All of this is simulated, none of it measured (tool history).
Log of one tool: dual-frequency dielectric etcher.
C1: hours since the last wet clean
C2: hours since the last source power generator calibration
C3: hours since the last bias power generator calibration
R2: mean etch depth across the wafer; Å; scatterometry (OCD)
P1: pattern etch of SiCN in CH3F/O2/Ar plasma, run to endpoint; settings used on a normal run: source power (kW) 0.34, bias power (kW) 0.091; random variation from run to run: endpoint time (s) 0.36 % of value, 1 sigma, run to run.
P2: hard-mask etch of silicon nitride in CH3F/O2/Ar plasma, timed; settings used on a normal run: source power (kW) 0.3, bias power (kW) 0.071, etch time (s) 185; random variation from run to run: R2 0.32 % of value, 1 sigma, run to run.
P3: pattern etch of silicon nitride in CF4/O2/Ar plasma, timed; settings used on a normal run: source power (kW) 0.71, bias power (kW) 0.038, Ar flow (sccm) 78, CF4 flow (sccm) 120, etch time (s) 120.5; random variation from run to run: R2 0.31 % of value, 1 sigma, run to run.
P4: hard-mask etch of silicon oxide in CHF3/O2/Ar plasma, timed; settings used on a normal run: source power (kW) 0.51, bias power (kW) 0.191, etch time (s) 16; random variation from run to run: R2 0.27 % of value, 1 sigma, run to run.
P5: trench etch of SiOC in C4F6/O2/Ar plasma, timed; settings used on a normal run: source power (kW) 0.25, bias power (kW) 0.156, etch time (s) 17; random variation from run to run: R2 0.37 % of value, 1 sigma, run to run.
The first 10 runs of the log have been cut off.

{"run": 11, "hour": 145.7, "process that ran": "P2", "source power (kW)": 0.18, "bias power (kW)": 0.071, "etch time (s)": 185, "C1": 415.1, "C2": 1086.5, "C3": 1841.8, "R2": 949.63}
{"run": 12, "hour": 164.9, "process that ran": "P3", "source power (kW)": 0.71, "bias power (kW)": 0.038, "etch time (s)": 169.5, "Ar flow (sccm)": 78, "CF4 flow (sccm)": 120, "C1": 434.3, "C2": 1105.7, "C3": 1861, "R2": 4247.6}
{"run": 13, "hour": 175.9, "process that ran": "P3", "source power (kW)": 0.71, "bias power (kW)": 0.038, "etch time (s)": 120.5, "Ar flow (sccm)": 78, "CF4 flow (sccm)": 120, "C1": 445.3, "C2": 1116.7, "C3": 1872, "R2": 3027.5}
{"run": 14, "hour": 187.4, "process that ran": "P1", "source power (kW)": 0.34, "bias power (kW)": 0.062, "C1": 456.8, "C2": 1128.2, "C3": 1883.5, "endpoint time (s)": 21.693}
{"run": 15, "hour": 202.5, "process that ran": "P1", "source power (kW)": 0.34, "bias power (kW)": 0.091, "C1": 471.9, "C2": 1143.3, "C3": 1898.6, "endpoint time (s)": 18.83}
{"run": 16, "hour": 212.2, "process that ran": "P2", "source power (kW)": 0.3, "bias power (kW)": 0.071, "etch time (s)": 271, "C1": 481.6, "C2": 1153, "C3": 1908.3, "R2": 1681}
{"run": 17, "hour": 225.6, "process that ran": "P5", "source power (kW)": 0.25, "bias power (kW)": 0.12, "etch time (s)": 17, "C1": 495, "C2": 1166.4, "C3": 1921.7, "R2": 256.72}
{"run": 18, "hour": 235.0, "process that ran": "P4", "source power (kW)": 0.51, "bias power (kW)": 0.191, "etch time (s)": 19.5, "C1": 504.4, "C2": 1175.8, "C3": 1931.1, "R2": 384.48}
{"run": 19, "hour": 254.2, "process that ran": "P2", "source power (kW)": 0.3, "bias power (kW)": 0.071, "etch time (s)": 185, "C1": 523.6, "C2": 1195, "C3": 1950.3, "R2": 1153.2}
{"run": 20, "hour": 271.5, "process that ran": "P2", "source power (kW)": 0.3, "bias power (kW)": 0.071, "etch time (s)": 185, "C1": 540.9, "C2": 1212.3, "C3": 1967.6, "R2": 1150.9}
{"run": 21, "hour": 284.0, "process that ran": "P1", "source power (kW)": 0.34, "bias power (kW)": 0.091, "C1": 553.4, "C2": 1224.8, "C3": 1980.1, "endpoint time (s)": 18.923}
{"run": 22, "hour": 292.4, "process that ran": "P5", "source power (kW)": 0.25, "bias power (kW)": 0.156, "etch time (s)": 22.5, "C1": 561.8, "C2": 1233.2, "C3": 1988.5, "R2": 370.11}
{"run": 23, "hour": 302.1, "process that ran": "P1", "source power (kW)": 0.34, "bias power (kW)": 0.091, "C1": 571.5, "C2": 1242.9, "C3": 1998.2, "endpoint time (s)": 18.757}
{"run": 24, "hour": 314.1, "process that ran": "P4", "source power (kW)": 0.37, "bias power (kW)": 0.191, "etch time (s)": 16, "C1": 583.5, "C2": 1254.9, "C3": 2010.2, "R2": 278.88}
{"run": 25, "hour": 329.0, "process that ran": "P2", "source power (kW)": 0.3, "bias power (kW)": 0.096, "etch time (s)": 185, "C1": 598.4, "C2": 1269.8, "C3": 2025.1, "R2": 1283.2}
{"hour": 334.7, "done": "wet clean of the chamber"}
{"run": 26, "hour": 343.5, "process that ran": "P5", "source power (kW)": 0.25, "bias power (kW)": 0.156, "etch time (s)": 17, "C1": 8.8, "C2": 1284.3, "C3": 2039.6, "R2": 280.15}
{"run": 27, "hour": 359.8, "process that ran": "P4", "source power (kW)": 0.51, "bias power (kW)": 0.116, "etch time (s)": 16, "C1": 25.1, "C2": 1300.6, "C3": 2055.9, "R2": 266.83}
{"run": 28, "hour": 370.3, "process that ran": "P3", "source power (kW)": 0.71, "bias power (kW)": 0.038, "etch time (s)": 120.5, "Ar flow (sccm)": 58, "CF4 flow (sccm)": 120, "C1": 35.6, "C2": 1311.1, "C3": 2066.4, "R2": 3132}

Run 29, settings as shown, results not yet in. Your forecast:
{"run": 29, "hour": 385.3, "process that ran": "P4", "source power (kW)": 0.51, "bias power (kW)": 0.191, "etch time (s)": 16, "C1": 50.6, "C2": 1326.1, "C3": 2081.4, "R2": "?"}

{"run 29": {"R2": 314.17}}
